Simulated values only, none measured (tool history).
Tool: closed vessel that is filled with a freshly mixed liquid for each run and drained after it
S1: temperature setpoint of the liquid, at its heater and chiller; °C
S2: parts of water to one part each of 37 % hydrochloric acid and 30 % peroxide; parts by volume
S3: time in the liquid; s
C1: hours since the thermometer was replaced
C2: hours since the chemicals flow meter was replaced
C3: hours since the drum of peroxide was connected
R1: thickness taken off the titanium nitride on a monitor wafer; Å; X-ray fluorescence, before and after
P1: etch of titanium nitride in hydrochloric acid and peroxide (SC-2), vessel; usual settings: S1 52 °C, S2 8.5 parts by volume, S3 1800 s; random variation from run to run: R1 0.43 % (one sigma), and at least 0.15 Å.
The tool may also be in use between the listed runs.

{"run": 1, "day": 0.467, "S1": 52, "S2": 8.5, "S3": 1800, "C1": 537.8, "C2": 909.6, "C3": 248.8, "R1": 450.57}
{"run": 2, "day": 0.85, "S1": 40, "S2": 8.5, "S3": 1800, "C1": 547, "C2": 918.8, "C3": 258, "R1": 195.79}
{"run": 3, "day": 1.283, "S1": 52, "S2": 8.5, "S3": 1800, "C1": 557.4, "C2": 929.2, "C3": 268.4, "R1": 446.78}
{"run": 4, "day": 1.625, "S1": 52, "S2": 14.5, "S3": 1800, "C1": 565.6, "C2": 937.4, "C3": 276.6, "R1": 283.49}
{"run": 5, "day": 1.954, "S1": 52, "S2": 8.5, "S3": 1800, "C1": 573.5, "C2": 945.3, "C3": 284.5, "R1": 445.19}
{"run": 6, "day": 2.521, "S1": 52, "S2": 8.5, "S3": 1800, "C1": 587.1, "C2": 958.9, "C3": 298.1, "R1": 446.79}
{"run": 7, "day": 3.108, "S1": 63, "S2": 8.5, "S3": 365, "C1": 601.2, "C2": 973, "C3": 312.2, "R1": 182.92}
{"run": 8, "day": 3.475, "S1": 52, "S2": 8.5, "S3": 2600, "C1": 610, "C2": 981.8, "C3": 321, "R1": 644.62}
{"day": 3.667, "done": "new drum of peroxide connected"}
{"run": 9, "day": 4.017, "S1": 68, "S2": 8.5, "S3": 1800, "C1": 623, "C2": 994.8, "C3": 8.4, "R1": 1226.3}
{"run": 10, "day": 4.558, "S1": 52, "S2": 8.5, "S3": 1800, "C1": 636, "C2": 1007.8, "C3": 21.4, "R1": 445.37}
{"run": 11, "day": 4.95, "S1": 52, "S2": 8.5, "S3": 1800, "C1": 645.4, "C2": 1017.2, "C3": 30.8, "R1": 446.09}
{"run": 12, "day": 5.604, "S1": 52, "S2": 8.5, "S3": 125, "C1": 661.1, "C2": 1032.9, "C3": 46.5, "R1": 30.883}
{"run": 13, "day": 6.004, "S1": 52, "S2": 4, "S3": 1800, "C1": 670.7, "C2": 1042.5, "C3": 56.1, "R1": 787.34}
{"run": 14, "day": 6.388, "S1": 52, "S2": 8.5, "S3": 1800, "C1": 679.9, "C2": 1051.7, "C3": 65.3, "R1": 449.54}
{"run": 15, "day": 7.033, "S1": 52, "S2": 8.5, "S3": 1800, "C1": 695.4, "C2": 1067.2, "C3": 80.8, "R1": 470.1}
{"run": 16, "day": 7.662, "S1": 52, "S2": 8.5, "S3": 1800, "C1": 710.5, "C2": 1082.3, "C3": 95.9, "R1": 478.51}
{"run": 17, "day": 8.012, "S1": 52, "S2": 8.5, "S3": 1800, "C1": 718.9, "C2": 1090.7, "C3": 104.3, "R1": 482.89}
{"run": 18, "day": 8.346, "S1": 52, "S2": 8.5, "S3": 1800, "C1": 726.9, "C2": 1098.7, "C3": 112.3, "R1": 483.83}
{"run": 19, "day": 8.983, "S1": 52, "S2": 8.5, "S3": 1800, "C1": 742.2, "C2": 1114, "C3": 127.6, "R1": 488.79}
{"run": 20, "day": 9.279, "S1": 52, "S2": 8.5, "S3": 1800, "C1": 749.3, "C2": 1121.1, "C3": 134.7, "R1": 484.8}
{"run": 21, "day": 9.712, "S1": 52, "S2": 8.5, "S3": 1800, "C1": 759.7, "C2": 1131.5, "C3": 145.1, "R1": 485.74}
{"run": 22, "day": 10.067, "S1": 52, "S2": 8.5, "S3": 1800, "C1": 768.2, "C2": 1140, "C3": 153.6, "R1": 489.9}

What P1 gives has crept away from where it was. These 2 causes fit the log equally well, each at the size given:
A: chemicals flow above the setpoint (%) = 11.7
B: liquid hotter than its thermometer reads (K) = 1.36
The creep began at about day 6.388.
Why every other cause is out:
peroxide weaker than its label (%): at most 8, which would move R1 by -7.3 %: too little, or the wrong way

4 check runs are offered, each on 3 wafers whose results are averaged, their results left as question marks. Which one tells the causes apart?
{"run": "check 1", "day": 10.421, "S1": 61.5, "S2": 8.5, "S3": 385, "R1": "?"}
{"run": "check 2", "day": 10.421, "S1": 40.5, "S2": 4.5, "S3": 1800, "R1": "?"}
{"run": "check 3", "day": 10.421, "S1": 67, "S2": 5, "S3": 1800, "R1": "?"}
{"run": "check 4", "day": 10.421, "S1": 63, "S2": 8.5, "S3": 1800, "R1": "?"}

What each check would give under each cause:
check=check_1 result=R1 if_A=191.79 if_B=190.96
check=check_2 result=R1 if_A=354.92 if_B=362.32
check=check_3 result=R1 if_A=1862.8 if_B=1869.7
check=check_4 result=R1 if_A=983.92 if_B=978.91
How far apart the two closest causes lie, in the result that separates them most: check 1 0.44 %; check 2 2.06 %; check 3 0.37 %; check 4 0.51 %
Only check 2 tells the causes apart: in the others they would give nearly the same result.

Then check 2 was run and gave: R1 354.96 Å. Which cause is it?

It is A: chemicals flow above the setpoint (%).
